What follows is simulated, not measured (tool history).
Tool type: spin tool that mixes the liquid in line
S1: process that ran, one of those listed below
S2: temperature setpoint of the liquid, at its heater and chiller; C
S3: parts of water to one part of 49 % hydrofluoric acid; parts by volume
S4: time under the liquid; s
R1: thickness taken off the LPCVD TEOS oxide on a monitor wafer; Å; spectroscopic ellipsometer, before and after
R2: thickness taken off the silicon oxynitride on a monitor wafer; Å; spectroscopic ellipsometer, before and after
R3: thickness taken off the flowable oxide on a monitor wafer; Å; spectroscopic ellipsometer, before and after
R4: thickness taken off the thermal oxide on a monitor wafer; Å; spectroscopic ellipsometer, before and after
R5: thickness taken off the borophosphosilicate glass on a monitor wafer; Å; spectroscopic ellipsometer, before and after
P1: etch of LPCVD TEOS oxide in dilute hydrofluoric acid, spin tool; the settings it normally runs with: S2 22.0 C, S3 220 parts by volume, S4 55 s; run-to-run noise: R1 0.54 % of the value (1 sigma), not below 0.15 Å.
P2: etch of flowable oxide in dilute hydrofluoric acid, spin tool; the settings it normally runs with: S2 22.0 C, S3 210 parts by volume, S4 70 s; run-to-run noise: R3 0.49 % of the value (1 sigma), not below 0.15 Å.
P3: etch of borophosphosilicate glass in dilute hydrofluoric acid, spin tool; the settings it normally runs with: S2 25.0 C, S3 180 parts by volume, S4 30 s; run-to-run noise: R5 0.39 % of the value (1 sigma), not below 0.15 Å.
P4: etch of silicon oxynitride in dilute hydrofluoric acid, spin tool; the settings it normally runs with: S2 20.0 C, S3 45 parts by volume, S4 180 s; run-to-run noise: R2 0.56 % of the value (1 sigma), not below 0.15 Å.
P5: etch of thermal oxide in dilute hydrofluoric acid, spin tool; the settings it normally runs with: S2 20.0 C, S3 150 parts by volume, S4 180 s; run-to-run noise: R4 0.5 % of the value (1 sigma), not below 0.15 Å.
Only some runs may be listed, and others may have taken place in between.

run,day,S1,S2,S3,S4,R1,R2,R3,R4,R5
1,0.262,P1,22.0,220,55,90.984,,,,
2,0.600,P1,22.0,220,90,146.390,,,,
3,0.892,P1,22.0,350,55,50.443,,,,
4,1.154,P1,22.0,220,55,90.717,,,,
5,1.671,P4,20.0,45,60,,22.344,,,
6,2.054,P4,20.0,45,180,,67.227,,,
7,2.558,P1,22.0,220,55,90.756,,,,
8,3.133,P2,30.0,210,70,,,254.000,,
9,3.521,P1,22.0,220,55,90.403,,,,
10,4.012,P1,22.0,325,15,15.171,,,,
11,4.346,P4,20.0,65,180,,45.748,,,
12,4.867,P1,17.0,220,55,74.780,,,,
13,5.354,P1,22.0,140,55,155.990,,,,
14,5.812,P2,22.0,210,70,,,189.550,,
15,6.342,P1,22.0,220,55,91.099,,,,
16,6.742,P1,29.5,220,55,118.080,,,,
17,7.171,P2,22.0,355,70,,,98.533,,
18,7.675,P5,20.0,215,180,,,,28.9420,
19,8.221,P2,22.0,210,15,,,40.744,,
20,8.567,P4,20.0,45,180,,67.675,,,
21,9.012,P5,20.0,150,15,,,,3.5511,
22,9.462,P5,17.0,150,180,,,,39.7840,
23,9.925,P3,25.0,180,60,,,,,221.140
24,10.508,P5,20.0,150,180,,,,45.3130,
25,10.788,P3,18.5,180,30,,,,,86.449
26,11.112,P3,25.0,280,30,,,,,63.972
27,11.617,P4,27.0,45,180,,94.947,,,
28,12.138,P1,22.0,220,55,90.128,,,,
29,12.525,P3,25.0,180,30,,,,,110.090
30,12.958,P1,22.0,220,15,24.338,,,,
31,13.362,P1,22.0,220,55,91.035,,,,
32,13.892,P1,22.0,220,55,92.595,,,,
33,14.400,P1,22.0,220,55,94.720,,,,
34,14.983,P1,22.0,220,55,96.441,,,,
35,15.417,P1,22.0,220,55,96.215,,,,
36,15.696,P1,22.0,220,55,96.109,,,,
37,16.038,P1,22.0,220,55,97.177,,,,
38,16.533,P1,22.0,220,55,98.852,,,,
39,17.071,P1,22.0,220,55,97.102,,,,
40,17.621,P1,22.0,220,55,99.038,,,,
41,18.071,P1,22.0,220,55,98.037,,,,
42,18.621,P1,22.0,220,55,97.623,,,,

What P1 gives has crept away from where it was. These 2 causes fit the log equally well, each at the size given:
A: hydrofluoric acid flow above the setpoint (%) = 6.65
B: liquid hotter than its thermometer reads (K) = 2.13
Onset of the creep was near day 13.362.

The list below offers 4 check runs, each averaging the results of 2 wafers, and shows each result as a question mark. For which of them would the listed causes give clearly different results?
check 1,19.171,P4,20.0,45,65,,?,,,
check 2,19.171,P3,25.0,250,30,,,,,?
check 3,19.171,P5,20.0,195,20,,,,?,
check 4,19.171,P2,29.0,210,70,,,?,,

Check results expected under each cause:
check,result,if A,if B
check 1,R2,25.905,26.970
check 2,R5,79.775,79.269
check 3,R4,3.9580,3.9781
check 4,R3,265.160,263.310
Gap, in per cent, between the two causes that each check separates least, read from the result that separates them most: check 1 4.03 %; check 2 0.64 %; check 3 0.51 %; check 4 0.7 %
Of the check runs offered, only check 1 discriminates between the causes; the rest would read about the same regardless of which cause applies.

The results of check 1 are: R2 26.954 Å. Based on these, which of the listed causes is it?

It was cause B: liquid hotter than its thermometer reads (K).
